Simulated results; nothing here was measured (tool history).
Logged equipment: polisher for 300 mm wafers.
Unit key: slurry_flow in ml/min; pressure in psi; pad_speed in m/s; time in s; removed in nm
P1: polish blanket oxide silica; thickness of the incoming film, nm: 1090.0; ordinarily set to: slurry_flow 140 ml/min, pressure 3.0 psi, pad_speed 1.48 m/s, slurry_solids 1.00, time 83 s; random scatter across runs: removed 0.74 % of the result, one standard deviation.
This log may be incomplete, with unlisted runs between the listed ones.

| run | day | slurry_flow | pressure | pad_speed | slurry_solids | time | wafers polished on this pad | hours since the slurry nozzle was cleaned | hours since the head pressure was calibrated | hours since the slurry blender was calibrated | hours since the conditioning disc was replaced | removed |
|---|---|---|---|---|---|---|---|---|---|---|---|---|
| 1 | 0.412 | 140 | 3.0 | 1.48 | 1.00 | 83 | 610 | 488.8 | 259.5 | 238.7 | 219.6 | 206.85 |
| 2 | 0.921 | 140 | 3.0 | 1.48 | 1.00 | 83 | 744 | 501.0 | 271.7 | 250.9 | 231.8 | 202.07 |
|  | 1.483 | worn pad replaced by a new one |
| 3 | 1.508 | 85 | 3.0 | 1.48 | 1.00 | 83 | 7 | 515.1 | 285.8 | 265.0 | 245.9 | 183.11 |
| 4 | 1.946 | 140 | 3.9 | 0.86 | 1.00 | 83 | 122 | 525.6 | 296.3 | 275.5 | 256.4 | 172.14 |
| 5 | 2.558 | 140 | 3.0 | 1.48 | 1.00 | 60 | 282 | 540.3 | 311.0 | 290.2 | 271.1 | 147.48 |
| 6 | 2.904 | 140 | 3.0 | 0.84 | 1.00 | 83 | 373 | 548.6 | 319.3 | 298.5 | 279.4 | 128.51 |
| 7 | 3.438 | 140 | 4.0 | 1.48 | 1.35 | 83 | 513 | 561.4 | 332.1 | 311.3 | 292.2 | 307.48 |
| 8 | 3.712 | 140 | 3.0 | 1.48 | 1.00 | 83 | 585 | 568.0 | 338.7 | 317.9 | 298.8 | 200.24 |
| 9 | 4.308 | 210 | 3.0 | 1.48 | 1.00 | 115 | 741 | 582.3 | 353.0 | 332.2 | 313.1 | 298.90 |
| 10 | 4.829 | 140 | 3.0 | 1.48 | 1.00 | 83 | 877 | 594.8 | 365.5 | 344.7 | 325.6 | 204.07 |
|  | 5.321 | slurry nozzle cleaned |
| 11 | 5.404 | 140 | 3.0 | 1.48 | 1.50 | 83 | 1028 | 2.1 | 379.3 | 358.5 | 339.4 | 241.13 |
|  | 5.500 | slurry blender recalibrated |
| 12 | 5.950 | 140 | 3.0 | 1.48 | 1.00 | 83 | 1171 | 15.2 | 392.4 | 10.9 | 352.5 | 202.66 |
| 13 | 6.433 | 140 | 3.0 | 1.48 | 1.00 | 83 | 1297 | 26.8 | 404.0 | 22.5 | 364.1 | 204.09 |
| 14 | 6.733 | 140 | 1.8 | 1.48 | 1.00 | 83 | 1376 | 34.0 | 411.2 | 29.7 | 371.3 | 123.89 |
| 15 | 7.358 | 225 | 3.0 | 1.48 | 1.00 | 83 | 1540 | 49.0 | 426.2 | 44.7 | 386.3 | 216.78 |
| 16 | 7.846 | 140 | 4.0 | 1.48 | 1.00 | 83 | 1668 | 60.7 | 437.9 | 56.4 | 398.0 | 273.49 |
| 17 | 8.458 | 140 | 3.0 | 1.48 | 1.00 | 83 | 1828 | 75.4 | 452.6 | 71.1 | 412.7 | 204.20 |
| 18 | 8.883 | 140 | 3.0 | 1.48 | 1.00 | 112 | 1939 | 85.6 | 462.8 | 81.3 | 422.9 | 270.09 |
| 19 | 9.196 | 140 | 3.0 | 2.32 | 1.00 | 83 | 2021 | 93.1 | 470.3 | 88.8 | 430.4 | 293.68 |
| 20 | 9.496 | 140 | 3.0 | 1.48 | 0.55 | 83 | 2100 | 100.3 | 477.5 | 96.0 | 437.6 | 147.80 |
| 21 | 9.821 | 140 | 3.0 | 1.48 | 1.00 | 83 | 2185 | 108.1 | 485.3 | 103.8 | 445.4 | 201.95 |
| 22 | 10.383 | 140 | 3.0 | 1.48 | 1.00 | 83 | 2332 | 121.6 | 498.8 | 117.3 | 458.9 | 191.10 |
|  | 10.783 | worn pad replaced by a new one |
|  | 10.938 | slurry nozzle cleaned |
| 23 | 11.000 | 140 | 3.0 | 1.48 | 1.00 | 83 | 57 | 1.6 | 513.6 | 132.1 | 473.7 | 188.58 |

What will run 24 give?
|  | 11.392 | conditioning disc replaced and pad reconditioned |
| 24 | 11.400 | 140 | 3.0 | 1.48 | 1.00 | 83 | 162 | 11.2 | 523.2 | 141.7 | 0.2 | ? |

{"run 24": {"removed": 186.86}}
